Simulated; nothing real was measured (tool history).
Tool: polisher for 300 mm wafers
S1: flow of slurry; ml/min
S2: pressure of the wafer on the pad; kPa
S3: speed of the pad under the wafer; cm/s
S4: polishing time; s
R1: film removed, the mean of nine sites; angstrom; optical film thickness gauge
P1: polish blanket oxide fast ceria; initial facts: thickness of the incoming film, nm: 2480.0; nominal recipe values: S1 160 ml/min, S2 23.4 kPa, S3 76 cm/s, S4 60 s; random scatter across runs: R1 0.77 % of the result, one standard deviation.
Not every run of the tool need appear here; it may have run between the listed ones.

run 1 hour=13.5 | S1=160 S2=23.4 S3=76 S4=60 | R1=10337.0
run 2 hour=29.5 | S1=160 S2=23.4 S3=76 S4=60 | R1=10263.0
run 3 hour=45.2 | S1=160 S2=23.4 S3=76 S4=60 | R1=10248.0
run 4 hour=61.9 | S1=200 S2=23.4 S3=76 S4=60 | R1=10745.0
run 5 hour=77.2 | S1=160 S2=29.6 S3=76 S4=60 | R1=12750.0
run 6 hour=95.2 | S1=160 S2=23.4 S3=42 S4=60 | R1=5634.7
run 7 hour=112.5 | S1=160 S2=23.4 S3=76 S4=60 | R1=10307.0
run 8 hour=129.8 | S1=160 S2=23.4 S3=76 S4=60 | R1=10343.0
run 9 hour=142.7 | S1=160 S2=23.4 S3=76 S4=92 | R1=15718.0
run 10 hour=156.0 | S1=160 S2=23.4 S3=118 S4=60 | R1=15807.0
run 11 hour=166.7 | S1=160 S2=23.4 S3=44 S4=74 | R1=7288.2
run 12 hour=174.9 | S1=160 S2=23.4 S3=76 S4=60 | R1=10306.0
run 13 hour=185.7 | S1=160 S2=23.4 S3=76 S4=36 | R1=6141.6
run 14 hour=202.1 | S1=105 S2=23.4 S3=76 S4=60 | R1=9326.0
run 15 hour=213.6 | S1=160 S2=23.4 S3=76 S4=60 | R1=10332.0
run 16 hour=223.6 | S1=160 S2=14.5 S3=76 S4=60 | R1=6374.2
run 17 hour=232.0 | S1=160 S2=23.4 S3=76 S4=60 | R1=10292.0
run 18 hour=245.8 | S1=160 S2=23.4 S3=76 S4=60 | R1=10102.0
run 19 hour=255.3 | S1=160 S2=23.4 S3=76 S4=60 | R1=10132.0
run 20 hour=270.6 | S1=160 S2=23.4 S3=76 S4=60 | R1=9714.2
run 21 hour=282.1 | S1=160 S2=23.4 S3=76 S4=60 | R1=9851.3
-- hour=293.1 worn pad replaced by a new one
run 22 hour=294.3 | S1=160 S2=23.4 S3=76 S4=60 | R1=9726.8
run 23 hour=303.1 | S1=160 S2=23.4 S3=76 S4=60 | R1=9739.3
run 24 hour=314.6 | S1=160 S2=23.4 S3=76 S4=60 | R1=9746.8
run 25 hour=330.5 | S1=160 S2=23.4 S3=76 S4=60 | R1=9719.6
run 26 hour=341.0 | S1=160 S2=23.4 S3=76 S4=60 | R1=9670.4

The output of P1 has drifted from where it used to be. Each of the 2 causes below, taken at the size shown beside it, accounts for the log equally well:
A: head's pressure below its setpoint, % = 5.64
B: slurry flow missing at the pad, % = 26.7
The onset of the drift is placed at about hour 232.0.
Excluded causes, each with its reason:
removal rate lost through wear of the pad, %: serviced at hour 293.1, which brought nothing back

The list below offers 4 check runs, each averaging the results of 5 wafers, and shows each result as a question mark. For which of them would the listed causes give clearly different results?
run check 1 hour=351.5 | S1=160 S2=23.4 S3=98 S4=60 | R1=?
run check 2 hour=351.5 | S1=105 S2=23.4 S3=76 S4=88 | R1=?
run check 3 hour=351.5 | S1=160 S2=23.4 S3=114 S4=60 | R1=?
run check 4 hour=351.5 | S1=160 S2=29.0 S3=76 S4=60 | R1=?

Outcome of each check run for each possible cause:
check=check_1 result=R1 if_A=12487.0 if_B=12487.0
check=check_2 result=R1 if_A=13072.0 if_B=12730.0
check=check_3 result=R1 if_A=14525.0 if_B=14526.0
check=check_4 result=R1 if_A=11962.0 if_B=11962.0
Distance between the nearest two causes, measured in the result of the check that separates them most: check 1 0 %; check 2 2.65 %; check 3 0 %; check 4 0 %
Only check 2 tells the causes apart: in the others they would give nearly the same result.

With check 2 done, the readings were: R1 12761.0 angstrom. Identify which of the listed causes applies.

Of the candidate causes, it is B: slurry flow missing at the pad, %.

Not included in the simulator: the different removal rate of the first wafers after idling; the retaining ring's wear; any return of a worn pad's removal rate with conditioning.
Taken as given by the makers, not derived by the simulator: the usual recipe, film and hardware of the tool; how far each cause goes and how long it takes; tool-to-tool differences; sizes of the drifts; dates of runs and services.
